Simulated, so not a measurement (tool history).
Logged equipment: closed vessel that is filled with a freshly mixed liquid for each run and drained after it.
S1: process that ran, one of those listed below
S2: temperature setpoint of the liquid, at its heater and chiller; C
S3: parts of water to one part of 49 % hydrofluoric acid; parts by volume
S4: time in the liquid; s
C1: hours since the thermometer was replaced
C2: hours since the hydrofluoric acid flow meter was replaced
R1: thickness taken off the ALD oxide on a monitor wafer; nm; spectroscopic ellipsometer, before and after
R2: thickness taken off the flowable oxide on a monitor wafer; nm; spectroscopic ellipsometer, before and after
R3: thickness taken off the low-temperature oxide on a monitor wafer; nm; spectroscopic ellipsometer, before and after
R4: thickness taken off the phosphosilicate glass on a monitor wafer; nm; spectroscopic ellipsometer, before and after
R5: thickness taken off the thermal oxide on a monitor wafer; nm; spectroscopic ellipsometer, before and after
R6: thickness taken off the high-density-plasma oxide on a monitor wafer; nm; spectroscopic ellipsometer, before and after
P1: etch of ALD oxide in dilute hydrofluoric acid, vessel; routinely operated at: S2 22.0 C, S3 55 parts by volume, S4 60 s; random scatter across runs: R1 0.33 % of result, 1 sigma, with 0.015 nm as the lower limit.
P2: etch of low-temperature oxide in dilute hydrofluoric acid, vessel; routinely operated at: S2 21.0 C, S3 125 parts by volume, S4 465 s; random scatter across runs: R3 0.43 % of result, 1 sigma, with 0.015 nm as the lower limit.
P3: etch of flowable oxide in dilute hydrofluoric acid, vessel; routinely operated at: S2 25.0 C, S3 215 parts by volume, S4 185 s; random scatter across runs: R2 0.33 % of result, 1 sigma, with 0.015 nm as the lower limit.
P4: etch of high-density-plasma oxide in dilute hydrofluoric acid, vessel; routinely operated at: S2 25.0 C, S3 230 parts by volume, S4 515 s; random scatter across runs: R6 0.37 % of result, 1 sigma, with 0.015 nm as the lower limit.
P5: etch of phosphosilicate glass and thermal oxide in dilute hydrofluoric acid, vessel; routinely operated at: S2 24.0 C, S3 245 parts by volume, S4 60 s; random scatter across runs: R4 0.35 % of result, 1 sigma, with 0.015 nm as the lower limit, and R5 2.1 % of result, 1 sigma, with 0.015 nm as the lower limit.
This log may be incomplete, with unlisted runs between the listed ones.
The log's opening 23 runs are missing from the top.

run 24 hour=156.2 | S1=P2 S2=21.0 S3=125 S4=465 | C1=585.4 C2=333.8 | R3=34.751
run 25 hour=164.3 | S1=P1 S2=22.0 S3=80 S4=60 | C1=593.5 C2=341.9 | R1=15.811
run 26 hour=172.2 | S1=P1 S2=18.5 S3=55 S4=60 | C1=601.4 C2=349.8 | R1=20.559
run 27 hour=180.1 | S1=P1 S2=22.0 S3=55 S4=60 | C1=609.3 C2=357.7 | R1=23.824
run 28 hour=184.6 | S1=P4 S2=25.0 S3=230 S4=515 | C1=613.8 C2=362.2 | R6=18.065
run 29 hour=191.8 | S1=P1 S2=22.0 S3=55 S4=60 | C1=621.0 C2=369.4 | R1=23.767
run 30 hour=199.2 | S1=P1 S2=22.0 S3=30 S4=60 | C1=628.4 C2=376.8 | R1=45.040
run 31 hour=203.5 | S1=P1 S2=22.0 S3=55 S4=60 | C1=632.7 C2=381.1 | R1=23.862
run 32 hour=210.2 | S1=P1 S2=22.0 S3=55 S4=35 | C1=639.4 C2=387.8 | R1=13.840
run 33 hour=218.7 | S1=P1 S2=22.0 S3=55 S4=60 | C1=647.9 C2=396.3 | R1=23.682
run 34 hour=225.5 | S1=P1 S2=22.0 S3=55 S4=60 | C1=654.7 C2=403.1 | R1=23.157
run 35 hour=230.3 | S1=P1 S2=22.0 S3=55 S4=60 | C1=659.5 C2=407.9 | R1=22.526
run 36 hour=236.7 | S1=P1 S2=22.0 S3=55 S4=60 | C1=665.9 C2=414.3 | R1=22.051
run 37 hour=245.5 | S1=P1 S2=22.0 S3=55 S4=60 | C1=674.7 C2=423.1 | R1=21.884

Expected results for the next run?
run 38 hour=251.6 | S1=P1 S2=22.0 S3=55 S4=60 | C1=680.8 C2=429.2 | R1=?

Run 38 produced R1 21.848 nm.

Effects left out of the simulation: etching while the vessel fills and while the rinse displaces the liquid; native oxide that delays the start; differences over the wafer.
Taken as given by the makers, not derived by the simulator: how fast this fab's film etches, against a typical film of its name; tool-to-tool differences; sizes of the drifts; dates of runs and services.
